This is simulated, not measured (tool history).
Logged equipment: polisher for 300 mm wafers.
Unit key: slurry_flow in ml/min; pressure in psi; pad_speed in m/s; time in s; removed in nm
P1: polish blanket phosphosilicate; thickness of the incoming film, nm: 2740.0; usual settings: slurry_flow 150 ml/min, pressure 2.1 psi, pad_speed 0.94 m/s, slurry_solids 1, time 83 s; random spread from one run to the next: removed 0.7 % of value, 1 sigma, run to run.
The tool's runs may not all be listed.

| run | day | slurry_flow | pressure | pad_speed | slurry_solids | time | wafers polished on this pad | hours since the slurry nozzle was cleaned | hours since the head pressure was calibrated | hours since the slurry blender was calibrated | hours since the conditioning disc was replaced | removed |
|---|---|---|---|---|---|---|---|---|---|---|---|---|
| 1 | 0.396 | 150 | 2.1 | 0.94 | 1 | 83 | 977 | 266.8 | 369.8 | 39.8 | 25.7 | 486.23 |
| 2 | 0.638 | 150 | 1.3 | 0.94 | 0.75 | 83 | 1018 | 272.6 | 375.6 | 45.6 | 31.5 | 266.43 |
| 3 | 0.858 | 150 | 2.1 | 0.94 | 1 | 83 | 1056 | 277.9 | 380.9 | 50.9 | 36.8 | 485.18 |
| 4 | 1.079 | 150 | 2.1 | 0.94 | 1 | 83 | 1094 | 283.2 | 386.2 | 56.2 | 42.1 | 490.57 |
| 5 | 1.512 | 150 | 3 | 0.94 | 1 | 83 | 1168 | 293.6 | 396.6 | 66.6 | 52.5 | 698.3 |
|  | 1.571 | slurry blender recalibrated |
| 6 | 1.721 | 150 | 2.1 | 0.94 | 1.35 | 83 | 1203 | 298.6 | 401.6 | 3.6 | 57.5 | 553.09 |
| 7 | 2.092 | 150 | 2.1 | 1.3 | 1 | 83 | 1267 | 307.5 | 410.5 | 12.5 | 66.4 | 637.56 |
| 8 | 2.479 | 150 | 2.1 | 0.94 | 1 | 83 | 1333 | 316.8 | 419.8 | 21.8 | 75.7 | 483.02 |
| 9 | 2.746 | 235 | 2.1 | 0.94 | 1 | 83 | 1379 | 323.2 | 426.2 | 28.2 | 82.1 | 519.28 |
| 10 | 3.104 | 150 | 2.1 | 0.94 | 1.45 | 55 | 1440 | 331.8 | 434.8 | 36.8 | 90.7 | 376.23 |
| 11 | 3.417 | 150 | 2.1 | 0.94 | 0.75 | 83 | 1493 | 339.3 | 442.3 | 44.3 | 98.2 | 424.81 |
| 12 | 3.625 | 150 | 2.1 | 0.94 | 1 | 83 | 1529 | 344.3 | 447.3 | 49.3 | 103.2 | 490.38 |
| 13 | 3.846 | 150 | 2.1 | 0.54 | 1 | 83 | 1567 | 349.6 | 452.6 | 54.6 | 108.5 | 310.1 |
| 14 | 4.225 | 115 | 2.1 | 0.94 | 1 | 83 | 1632 | 358.7 | 461.7 | 63.7 | 117.6 | 464.43 |
| 15 | 4.617 | 150 | 2.1 | 0.94 | 1 | 119 | 1699 | 368.1 | 471.1 | 73.1 | 127 | 701.73 |
| 16 | 5.067 | 150 | 2.1 | 0.94 | 1 | 83 | 1776 | 378.9 | 481.9 | 83.9 | 137.8 | 483.26 |
| 17 | 5.458 | 150 | 1.2 | 0.94 | 1 | 83 | 1843 | 388.3 | 491.3 | 93.3 | 147.2 | 277.57 |
| 18 | 5.825 | 150 | 2.1 | 0.94 | 1 | 50 | 1906 | 397.1 | 500.1 | 102.1 | 156 | 290.06 |

What does the tool deliver on the next run?
| 19 | 6.175 | 150 | 2.1 | 0.94 | 1 | 83 | 1965 | 405.5 | 508.5 | 110.5 | 164.4 | ? |

{"run 19": {"removed": 486.85}}

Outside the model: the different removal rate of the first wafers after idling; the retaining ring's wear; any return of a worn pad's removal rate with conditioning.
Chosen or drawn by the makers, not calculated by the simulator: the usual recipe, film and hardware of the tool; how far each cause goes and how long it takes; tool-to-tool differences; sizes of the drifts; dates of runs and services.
